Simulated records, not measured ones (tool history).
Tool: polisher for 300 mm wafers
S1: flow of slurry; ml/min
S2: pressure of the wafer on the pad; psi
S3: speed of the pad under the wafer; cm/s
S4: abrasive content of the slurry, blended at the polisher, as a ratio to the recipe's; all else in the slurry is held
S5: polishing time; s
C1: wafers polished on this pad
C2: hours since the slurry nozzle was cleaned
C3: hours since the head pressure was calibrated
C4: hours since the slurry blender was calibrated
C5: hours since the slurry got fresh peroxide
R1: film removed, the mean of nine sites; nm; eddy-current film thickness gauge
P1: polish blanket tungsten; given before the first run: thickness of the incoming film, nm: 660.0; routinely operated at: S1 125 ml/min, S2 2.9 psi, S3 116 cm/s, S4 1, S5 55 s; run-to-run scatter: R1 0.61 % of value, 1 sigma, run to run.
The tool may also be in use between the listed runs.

{"run": 1, "hour": 12.0, "S1": 125, "S2": 2.9, "S3": 116, "S4": 1, "S5": 55, "C1": 306, "C2": 350.6, "C3": 165.7, "C4": 110.8, "C5": 69.6, "R1": 257.66}
{"run": 2, "hour": 23.7, "S1": 125, "S2": 2.9, "S3": 116, "S4": 0.6, "S5": 55, "C1": 381, "C2": 362.3, "C3": 177.4, "C4": 122.5, "C5": 81.3, "R1": 232.94}
{"run": 3, "hour": 37.2, "S1": 125, "S2": 2.9, "S3": 116, "S4": 1, "S5": 55, "C1": 468, "C2": 375.8, "C3": 190.9, "C4": 136, "C5": 94.8, "R1": 263.94}
{"run": 4, "hour": 52.4, "S1": 125, "S2": 2.9, "S3": 116, "S4": 1, "S5": 55, "C1": 567, "C2": 391, "C3": 206.1, "C4": 151.2, "C5": 110, "R1": 260.26}
{"run": 5, "hour": 60.1, "S1": 125, "S2": 2.9, "S3": 116, "S4": 1, "S5": 55, "C1": 616, "C2": 398.7, "C3": 213.8, "C4": 158.9, "C5": 117.7, "R1": 260.85}
{"run": 6, "hour": 67.1, "S1": 125, "S2": 2.9, "S3": 116, "S4": 1, "S5": 55, "C1": 661, "C2": 405.7, "C3": 220.8, "C4": 165.9, "C5": 124.7, "R1": 260.29}
{"run": 7, "hour": 78.5, "S1": 125, "S2": 2.9, "S3": 116, "S4": 1, "S5": 36, "C1": 735, "C2": 417.1, "C3": 232.2, "C4": 177.3, "C5": 136.1, "R1": 172.7}
{"run": 8, "hour": 87.9, "S1": 125, "S2": 2.9, "S3": 166, "S4": 1, "S5": 55, "C1": 796, "C2": 426.5, "C3": 241.6, "C4": 186.7, "C5": 145.5, "R1": 372.87}
{"run": 9, "hour": 99.6, "S1": 125, "S2": 2.9, "S3": 116, "S4": 1, "S5": 55, "C1": 871, "C2": 438.2, "C3": 253.3, "C4": 198.4, "C5": 157.2, "R1": 263}
{"hour": 109.6, "done": "slurry tank refilled with fresh slurry and peroxide"}
{"run": 10, "hour": 110.7, "S1": 125, "S2": 2.9, "S3": 54, "S4": 1, "S5": 55, "C1": 943, "C2": 449.3, "C3": 264.4, "C4": 209.5, "C5": 1.1, "R1": 121.83}
{"run": 11, "hour": 123.0, "S1": 125, "S2": 2.9, "S3": 116, "S4": 1, "S5": 79, "C1": 1022, "C2": 461.6, "C3": 276.7, "C4": 221.8, "C5": 13.4, "R1": 374.62}
{"run": 12, "hour": 131.9, "S1": 125, "S2": 2.9, "S3": 116, "S4": 1.45, "S5": 80, "C1": 1080, "C2": 470.5, "C3": 285.6, "C4": 230.7, "C5": 22.3, "R1": 414.36}
{"run": 13, "hour": 140.7, "S1": 180, "S2": 2.9, "S3": 116, "S4": 1, "S5": 55, "C1": 1137, "C2": 479.3, "C3": 294.4, "C4": 239.5, "C5": 31.1, "R1": 276.64}
{"run": 14, "hour": 152.9, "S1": 125, "S2": 4.2, "S3": 116, "S4": 1, "S5": 55, "C1": 1215, "C2": 491.5, "C3": 306.6, "C4": 251.7, "C5": 43.3, "R1": 377.79}
{"run": 15, "hour": 161.0, "S1": 75, "S2": 2.9, "S3": 116, "S4": 1, "S5": 55, "C1": 1268, "C2": 499.6, "C3": 314.7, "C4": 259.8, "C5": 51.4, "R1": 227.45}
{"run": 16, "hour": 172.2, "S1": 125, "S2": 1.3, "S3": 116, "S4": 1, "S5": 55, "C1": 1340, "C2": 510.8, "C3": 325.9, "C4": 271, "C5": 62.6, "R1": 116.62}
{"run": 17, "hour": 184.8, "S1": 125, "S2": 2.9, "S3": 116, "S4": 1.5, "S5": 55, "C1": 1421, "C2": 523.4, "C3": 338.5, "C4": 283.6, "C5": 75.2, "R1": 286.23}
{"run": 18, "hour": 199.2, "S1": 125, "S2": 2.9, "S3": 116, "S4": 1, "S5": 55, "C1": 1514, "C2": 537.8, "C3": 352.9, "C4": 298, "C5": 89.6, "R1": 259.53}
{"run": 19, "hour": 207.6, "S1": 125, "S2": 2.9, "S3": 116, "S4": 1, "S5": 55, "C1": 1569, "C2": 546.2, "C3": 361.3, "C4": 306.4, "C5": 98, "R1": 257.12}
{"run": 20, "hour": 218.8, "S1": 125, "S2": 2.9, "S3": 116, "S4": 1, "S5": 55, "C1": 1641, "C2": 557.4, "C3": 372.5, "C4": 317.6, "C5": 109.2, "R1": 251.67}
{"run": 21, "hour": 228.8, "S1": 125, "S2": 2.9, "S3": 116, "S4": 1, "S5": 55, "C1": 1705, "C2": 567.4, "C3": 382.5, "C4": 327.6, "C5": 119.2, "R1": 251.17}
{"run": 22, "hour": 244.3, "S1": 125, "S2": 2.9, "S3": 116, "S4": 1, "S5": 55, "C1": 1806, "C2": 582.9, "C3": 398, "C4": 343.1, "C5": 134.7, "R1": 245.64}
{"hour": 250.1, "done": "worn pad replaced by a new one"}
{"run": 23, "hour": 255.0, "S1": 125, "S2": 2.9, "S3": 116, "S4": 1, "S5": 55, "C1": 32, "C2": 593.6, "C3": 408.7, "C4": 353.8, "C5": 145.4, "R1": 246.35}
{"hour": 264.4, "done": "slurry blender recalibrated"}
{"hour": 265.3, "done": "slurry tank refilled with fresh slurry and peroxide"}
{"run": 24, "hour": 270.2, "S1": 125, "S2": 2.9, "S3": 116, "S4": 1, "S5": 55, "C1": 130, "C2": 608.8, "C3": 423.9, "C4": 5.9, "C5": 4.9, "R1": 242.66}
{"run": 25, "hour": 281.7, "S1": 125, "S2": 2.9, "S3": 116, "S4": 1, "S5": 55, "C1": 204, "C2": 620.3, "C3": 435.4, "C4": 17.4, "C5": 16.4, "R1": 243.14}
{"run": 26, "hour": 293.6, "S1": 125, "S2": 2.9, "S3": 116, "S4": 1, "S5": 55, "C1": 281, "C2": 632.2, "C3": 447.3, "C4": 29.3, "C5": 28.3, "R1": 243.69}
{"run": 27, "hour": 303.6, "S1": 125, "S2": 2.9, "S3": 116, "S4": 1, "S5": 55, "C1": 346, "C2": 642.2, "C3": 457.3, "C4": 39.3, "C5": 38.3, "R1": 242.79}
{"run": 28, "hour": 316.6, "S1": 125, "S2": 2.9, "S3": 116, "S4": 1, "S5": 55, "C1": 429, "C2": 655.2, "C3": 470.3, "C4": 52.3, "C5": 51.3, "R1": 242.59}
{"run": 29, "hour": 328.6, "S1": 125, "S2": 2.9, "S3": 116, "S4": 1, "S5": 55, "C1": 507, "C2": 667.2, "C3": 482.3, "C4": 64.3, "C5": 63.3, "R1": 243.85}

What P1 gives has crept off from where it sat before. The 2 causes that follow fit the log equally well, each at the size noted:
A: slurry flow missing at the pad, % = 26.4
B: head's pressure below its setpoint, % = 7.02
Onset of the creep was near hour 199.2.
Each remaining cause and why it is not a fit:
removal rate lost through wear of the pad, %: serviced at hour 250.1, after the change had begun; the process did not return to its earlier output
abrasive missing from the slurry, %: serviced at hour 264.4, after the change had begun; the process did not return to its earlier output
peroxide lost from the slurry, %: serviced at hour 265.3, after the change had begun; the process did not return to its earlier output

Which of the 4 check runs listed below, each an average over 3 wafers with its results shown as question marks, gives clearly different results under the different listed causes?
{"run": "check 1", "hour": 340.6, "S1": 125, "S2": 2.2, "S3": 116, "S4": 1.25, "S5": 55, "R1": "?"}
{"run": "check 2", "hour": 340.6, "S1": 85, "S2": 2.9, "S3": 116, "S4": 1, "S5": 68, "R1": "?"}
{"run": "check 3", "hour": 340.6, "S1": 125, "S2": 1.5, "S3": 116, "S4": 1, "S5": 55, "R1": "?"}
{"run": "check 4", "hour": 340.6, "S1": 125, "S2": 3.5, "S3": 116, "S4": 1, "S5": 55, "R1": "?"}

Check results expected under each cause:
check=check_1 result=R1 if_A=194.25 if_B=194.25
check=check_2 result=R1 if_A=265.2 if_B=272.93
check=check_3 result=R1 if_A=125.56 if_B=125.56
check=check_4 result=R1 if_A=292.98 if_B=292.98
Per check, the gap between the least separated pair of causes, taken in the result that splits them most: check 1 0 %; check 2 2.87 %; check 3 0 %; check 4 0 %
The causes can be told apart only by check 2. The other checks would give nearly the same results under each of them.

Check 2 was then run and gave: R1 273.63 nm. Which cause is it?

It is B: head's pressure below its setpoint, %.
